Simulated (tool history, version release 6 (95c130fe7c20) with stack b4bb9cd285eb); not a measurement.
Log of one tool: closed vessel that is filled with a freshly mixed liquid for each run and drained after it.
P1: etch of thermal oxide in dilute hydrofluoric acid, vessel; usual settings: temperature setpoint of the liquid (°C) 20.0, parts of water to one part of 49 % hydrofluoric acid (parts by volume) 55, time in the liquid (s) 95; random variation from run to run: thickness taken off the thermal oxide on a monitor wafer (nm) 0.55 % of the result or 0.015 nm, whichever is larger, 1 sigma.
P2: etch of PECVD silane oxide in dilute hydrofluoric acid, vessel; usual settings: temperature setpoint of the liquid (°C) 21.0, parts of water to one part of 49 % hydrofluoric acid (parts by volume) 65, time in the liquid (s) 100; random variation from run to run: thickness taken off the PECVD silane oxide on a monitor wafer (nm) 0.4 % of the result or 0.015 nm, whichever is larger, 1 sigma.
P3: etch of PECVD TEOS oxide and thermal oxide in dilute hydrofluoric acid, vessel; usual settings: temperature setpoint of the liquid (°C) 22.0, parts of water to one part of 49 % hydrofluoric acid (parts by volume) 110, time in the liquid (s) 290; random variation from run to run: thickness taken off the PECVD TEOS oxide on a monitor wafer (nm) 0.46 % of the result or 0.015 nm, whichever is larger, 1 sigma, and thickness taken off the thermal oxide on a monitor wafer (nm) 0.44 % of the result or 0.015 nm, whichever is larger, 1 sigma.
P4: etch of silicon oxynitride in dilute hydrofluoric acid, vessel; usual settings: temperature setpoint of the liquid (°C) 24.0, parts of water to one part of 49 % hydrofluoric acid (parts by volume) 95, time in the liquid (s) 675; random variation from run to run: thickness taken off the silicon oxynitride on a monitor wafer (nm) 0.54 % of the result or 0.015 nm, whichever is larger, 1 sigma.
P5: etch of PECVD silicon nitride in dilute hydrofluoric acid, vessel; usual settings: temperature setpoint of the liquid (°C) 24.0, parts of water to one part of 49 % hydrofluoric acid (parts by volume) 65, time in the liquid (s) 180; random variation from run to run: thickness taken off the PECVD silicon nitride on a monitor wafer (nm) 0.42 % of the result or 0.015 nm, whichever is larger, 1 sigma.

run	hour	process that ran	temperature setpoint of the liquid (°C)	parts of water to one part of 49 % hydrofluoric acid (parts by volume)	time in the liquid (s)	thickness taken off the thermal oxide on a monitor wafer (nm)	thickness taken off the PECVD TEOS oxide on a monitor wafer (nm)	thickness taken off the PECVD silicon nitride on a monitor wafer (nm)	thickness taken off the PECVD silane oxide on a monitor wafer (nm)	thickness taken off the silicon oxynitride on a monitor wafer (nm)
1	2.7	P1	20.0	55	95	6.8477				
2	6.6	P3	22.0	110	150	5.8044	13.093			
3	12.5	P1	20.0	55	95	6.7989				
4	17.1	P1	20.0	25	175	28.4850				
5	20.5	P5	24.0	65	75			3.6671		
6	25.5	P2	21.0	65	45				12.687	
7	29.9	P3	26.0	110	290	13.1530	29.196			
8	35.7	P3	22.0	155	290	7.5898	16.989			
9	40.1	P1	26.5	55	95	8.9484				
10	43.1	P1	20.0	55	30	2.1749				
11	46.8	P4	28.5	95	675					43.1710
12	50.8	P5	24.0	20	180			27.4410		
13	54.6	P1	20.0	55	95	6.8281				
14	59.6	P1	20.0	55	180	13.0390				
15	63.1	P1	20.0	55	95	6.7766				
16	69.3	P2	17.0	65	100				23.642	
17	72.4	P1	20.0	55	95	6.8354				
18	76.6	P1	20.0	25	95	15.5150				
19	80.0	P4	24.0	50	675					68.4210
20	84.7	P5	24.0	65	180			8.8252		
21	88.8	P4	24.0	95	150					7.7078
22	95.0	P1	20.0	55	95	6.7892				
23	99.5	P4	24.0	95	675					34.9050
24	103.3	P3	22.0	110	290	11.2210	25.051			
25	107.8	P1	17.0	85	95	3.8113				
26	111.7	P1	17.0	55	95	6.0502				
27	116.4	P5	29.5	65	180			12.5860		
28	119.6	P1	20.0	55	95	6.8520				
29	124.6	P2	21.0	65	100				28.359	
30	128.8	P1	20.0	100	30	1.1052				
31	133.0	P3	22.0	110	290	11.2600	25.128			
32	136.5	P2	21.0	25	100				77.807	
33	141.1	P2	21.0	65	100				28.452	
34	145.0	P4	24.0	95	675					35.3180
35	150.7	P1	20.0	90	95	3.9758				
36	155.8	P1	20.0	55	95	6.8499				
37	161.5	P1	20.0	55	95	6.6005				
38	165.6	P1	20.0	55	95	6.5713				
39	170.3	P1	20.0	55	95	6.4593				
40	175.2	P1	20.0	55	95	6.4876				
41	180.2	P1	20.0	55	95	6.3523				
42	183.9	P1	20.0	55	95	6.4163				
43	187.1	P1	20.0	55	95	6.3934				

What P1 gives has crept away from where it was. These 2 causes fit the log equally well, each at the size given:
A: hydrofluoric acid flow below the setpoint (%) = 6.09
B: liquid colder than its thermometer reads (K) = 1.58
The creep began at about hour 155.8.

4 check runs are offered, one wafer each, their results left as question marks. Which one tells the causes apart?
check 1	190.3	P2	21.0	65	100				?	
check 2	190.3	P3	22.0	110	290	?	?			
check 3	190.3	P4	24.0	95	675					?
check 4	190.3	P5	24.0	65	180			?		

What each check would give under each cause:
check	result	if A	if B
check 1	thickness taken off the PECVD silane oxide on a monitor wafer (nm)	26.422	26.466
check 2	thickness taken off the thermal oxide on a monitor wafer (nm)	10.4980	10.5740
check 2	thickness taken off the PECVD TEOS oxide on a monitor wafer (nm)	23.389	23.559
check 3	thickness taken off the silicon oxynitride on a monitor wafer (nm)	32.6120	32.3710
check 4	thickness taken off the PECVD silicon nitride on a monitor wafer (nm)	8.2835	7.9222
How far apart the two closest causes lie, in the result that separates them most: check 1 0.17 %; check 2 0.72 %; check 3 0.74 %; check 4 4.46 %
Only check 4 tells the causes apart: in the others they would give nearly the same result.

Check 4 was then run and gave: thickness taken off the PECVD silicon nitride on a monitor wafer (nm) 8.2881. Which cause is it?

It is A: hydrofluoric acid flow below the setpoint (%).

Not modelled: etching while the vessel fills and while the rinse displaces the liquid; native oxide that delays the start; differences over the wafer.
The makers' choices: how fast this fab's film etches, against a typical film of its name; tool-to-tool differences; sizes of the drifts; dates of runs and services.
